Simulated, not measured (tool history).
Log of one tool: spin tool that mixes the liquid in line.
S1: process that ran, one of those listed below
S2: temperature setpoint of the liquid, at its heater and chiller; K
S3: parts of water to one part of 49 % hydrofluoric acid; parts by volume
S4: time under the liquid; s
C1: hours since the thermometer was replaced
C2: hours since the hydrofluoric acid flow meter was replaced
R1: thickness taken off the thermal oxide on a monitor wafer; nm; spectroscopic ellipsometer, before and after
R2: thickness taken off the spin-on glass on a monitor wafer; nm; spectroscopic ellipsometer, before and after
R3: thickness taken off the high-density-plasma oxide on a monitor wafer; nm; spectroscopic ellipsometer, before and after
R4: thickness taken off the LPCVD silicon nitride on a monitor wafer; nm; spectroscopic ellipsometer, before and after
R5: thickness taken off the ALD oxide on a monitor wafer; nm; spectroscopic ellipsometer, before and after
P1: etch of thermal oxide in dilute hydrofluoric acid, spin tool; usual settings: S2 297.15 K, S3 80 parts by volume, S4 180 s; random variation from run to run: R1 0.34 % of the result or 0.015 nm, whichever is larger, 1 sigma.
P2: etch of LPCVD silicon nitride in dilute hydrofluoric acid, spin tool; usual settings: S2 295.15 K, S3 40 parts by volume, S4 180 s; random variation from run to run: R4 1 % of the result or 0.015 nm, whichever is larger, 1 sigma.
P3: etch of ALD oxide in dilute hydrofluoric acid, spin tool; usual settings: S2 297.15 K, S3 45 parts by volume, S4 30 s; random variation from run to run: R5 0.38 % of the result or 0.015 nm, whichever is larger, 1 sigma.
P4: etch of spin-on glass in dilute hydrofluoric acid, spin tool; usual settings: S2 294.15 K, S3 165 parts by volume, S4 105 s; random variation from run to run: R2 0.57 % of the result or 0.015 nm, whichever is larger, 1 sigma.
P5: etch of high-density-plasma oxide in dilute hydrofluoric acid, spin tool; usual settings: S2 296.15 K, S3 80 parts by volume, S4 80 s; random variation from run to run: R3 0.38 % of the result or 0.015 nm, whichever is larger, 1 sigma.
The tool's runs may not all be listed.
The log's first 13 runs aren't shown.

run   hour  S1      S2   S3   S4     C1      C2        R1       R2       R3      R4       R5
 14   87.8  P4  300.15  165  105  334.0   954.0            21.2450
 15   92.7  P3  290.15   45   30  338.9   958.9                                       9.6831
 16   99.9  P5  296.15   80  140  346.1   966.1                     11.0730
 17  104.1  P2  295.15   25  180  350.3   970.3                              3.2854
 18  111.3  P5  296.15   80   80  357.5   977.5                      6.4001
 19  118.0  P2  295.15   40  180  364.2   984.2                              2.0691
 20  121.7  P3  297.15   45   15  367.9   987.9                                       6.5779
 21  129.1  P1  297.15   80  180  375.3   995.3  11.08100
 22  134.0  P2  301.65   40  180  380.2  1000.2                              3.2827
 23  137.4  P1  297.15   80  180  383.6  1003.6  11.02300
 24  143.9  P2  295.15   40  270  390.1  1010.1                              3.0260
 25  150.7  P4  294.15  165  180  396.9  1016.9            28.9460
 26  154.5  P5  296.15   80   80  400.7  1020.7                      6.3699
 27  160.6  P3  297.15   75   30  406.8  1026.8                                       7.5835
 28  168.1  P1  303.65   80  180  414.3  1034.3  14.28600
 29  173.3  P4  294.15  165  105  419.5  1039.5            16.9860
 30  178.4  P3  297.15   45   30  424.6  1044.6                                      13.0590
 31  186.0  P1  297.15   80  180  432.2  1052.2  11.04000
 32  193.3  P1  297.15   80  180  439.5  1059.5  11.08400
 33  200.9  P1  297.15   80  180  447.1  1067.1  11.57500
 34  207.0  P1  297.15   80  180  453.2  1073.2  11.73000
 35  211.8  P1  297.15   80  180  458.0  1078.0  11.85500

Run 36 comes next. What will it give?
 36  217.1  P1  297.15  80  180  463.3  1083.3   ?

Run 36 gave R1 11.97600 nm.

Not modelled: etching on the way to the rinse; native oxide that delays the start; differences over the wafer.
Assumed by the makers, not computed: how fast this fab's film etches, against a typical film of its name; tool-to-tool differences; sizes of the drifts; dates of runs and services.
